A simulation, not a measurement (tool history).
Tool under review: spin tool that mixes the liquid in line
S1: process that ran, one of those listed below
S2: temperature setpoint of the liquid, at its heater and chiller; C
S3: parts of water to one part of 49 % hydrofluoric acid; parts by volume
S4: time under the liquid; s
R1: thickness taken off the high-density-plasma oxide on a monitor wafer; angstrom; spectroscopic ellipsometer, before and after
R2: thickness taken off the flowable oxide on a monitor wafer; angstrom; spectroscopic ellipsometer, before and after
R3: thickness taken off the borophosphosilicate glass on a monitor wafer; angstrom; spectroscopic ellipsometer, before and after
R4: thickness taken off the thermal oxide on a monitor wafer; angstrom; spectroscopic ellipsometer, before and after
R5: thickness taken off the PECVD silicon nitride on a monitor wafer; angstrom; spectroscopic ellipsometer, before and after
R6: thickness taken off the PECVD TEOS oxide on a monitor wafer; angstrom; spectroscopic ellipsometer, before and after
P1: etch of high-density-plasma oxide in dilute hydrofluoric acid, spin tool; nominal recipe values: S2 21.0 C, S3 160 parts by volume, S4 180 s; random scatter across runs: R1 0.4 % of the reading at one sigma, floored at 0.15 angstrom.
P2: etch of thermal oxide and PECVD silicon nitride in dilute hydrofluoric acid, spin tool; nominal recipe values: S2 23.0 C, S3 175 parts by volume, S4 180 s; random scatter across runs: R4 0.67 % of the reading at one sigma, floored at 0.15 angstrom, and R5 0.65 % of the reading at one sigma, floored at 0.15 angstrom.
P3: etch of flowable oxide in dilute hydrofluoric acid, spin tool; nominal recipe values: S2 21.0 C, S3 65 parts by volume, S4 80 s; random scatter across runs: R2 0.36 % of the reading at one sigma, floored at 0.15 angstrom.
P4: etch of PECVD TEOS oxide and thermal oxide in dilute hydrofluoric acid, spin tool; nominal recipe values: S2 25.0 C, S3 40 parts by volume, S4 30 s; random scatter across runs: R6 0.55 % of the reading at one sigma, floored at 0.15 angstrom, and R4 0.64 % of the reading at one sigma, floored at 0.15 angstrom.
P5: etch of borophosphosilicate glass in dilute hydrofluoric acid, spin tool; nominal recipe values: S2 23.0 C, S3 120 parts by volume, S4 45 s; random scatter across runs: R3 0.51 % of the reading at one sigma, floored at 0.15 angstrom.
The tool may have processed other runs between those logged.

run	hour	S1	S2	S3	S4	R1	R2	R3	R4	R5	R6
1	5.4	P1	21.0	160	180	94.781					
2	11.4	P1	21.0	160	325	169.090					
3	16.9	P3	25.0	65	80		423.910				
4	22.0	P1	17.5	60	180	243.620					
5	27.1	P5	17.0	120	45			212.93			
6	30.8	P1	17.0	160	180	81.529					
7	35.5	P2	23.0	175	310				73.937	66.159	
# hour 36.8: thermometer replaced
8	40.1	P2	28.5	175	180				52.534	54.671	
9	45.5	P1	21.0	160	180	95.004					
10	49.1	P4	25.0	40	30				42.112		98.886
11	54.7	P5	23.0	120	45			269.77			
12	59.5	P2	23.0	175	180				42.261	38.619	
13	65.3	P1	25.0	160	70	42.908					
14	70.9	P1	21.0	90	180	182.990					
15	73.6	P1	26.0	160	180	114.380					
16	77.4	P2	23.0	175	180				42.000	38.216	
17	81.3	P2	23.0	55	180				156.630	119.190	
18	86.9	P1	21.0	160	180	94.230					
19	91.6	P5	23.0	120	85			508.31			
20	95.7	P4	25.0	40	15				20.835		48.825
21	98.5	P4	25.0	20	30				86.627		201.070
22	102.7	P1	21.0	160	50	26.425					
23	108.2	P3	21.0	65	15		67.162				
24	111.8	P1	21.0	160	180	94.280					
25	117.0	P1	21.0	225	180	62.908					
26	120.9	P3	21.0	65	80		360.370				
27	126.3	P4	33.5	40	30				59.632		137.110
28	131.1	P3	21.0	100	80		224.600				
29	135.1	P1	21.0	160	180	95.470					
30	138.4	P5	23.0	175	45			174.68			
31	144.3	P1	21.0	160	180	94.659					
32	148.4	P1	21.0	160	180	92.776					
33	154.3	P1	21.0	160	180	91.263					
34	158.0	P1	21.0	160	180	90.234					
35	162.1	P1	21.0	160	180	89.076					
36	166.7	P1	21.0	160	180	89.450					
37	171.2	P1	21.0	160	180	88.488					
38	176.0	P1	21.0	160	180	89.304					
39	180.1	P1	21.0	160	180	89.366					
40	184.9	P1	21.0	160	180	89.441					

P1 has crept away from where it was. The log is fitted equally well by each of these 2 causes, at the sizes shown:
A: liquid colder than its thermometer reads (K) = 1.5
B: hydrofluoric acid flow below the setpoint (%) = 4.9
At approximately hour 144.3, the process output began to creep.

Of the 4 check runs below, each run on 2 wafers with the results averaged and each result still a question mark, which one would tell the listed causes apart?
check 1	189.7	P5	19.0	120	60			?			
check 2	189.7	P3	21.0	100	80		?				
check 3	189.7	P2	26.0	175	310				?	?	
check 4	189.7	P4	25.0	40	15				?		?

Expected result of each check under each candidate cause:
check	result	if A	if B
check 1	R3	288.25	289.73
check 2	R2	210.940	212.080
check 3	R4	77.517	77.128
check 3	R5	72.801	76.115
check 4	R4	19.731	19.911
check 4	R6	45.867	46.285
Smallest distance between any two causes, each pair judged by its most separating result, in per cent: check 1 0.51 %; check 2 0.54 %; check 3 4.45 %; check 4 0.91 %
Of the check runs offered, only check 3 discriminates between the causes; the rest would read about the same regardless of which cause applies.

Running check 3 produced the following: R4 77.508 angstrom; R5 76.102 angstrom. Which one of the listed causes fits?

Of the candidate causes, it is B: hydrofluoric acid flow below the setpoint (%).
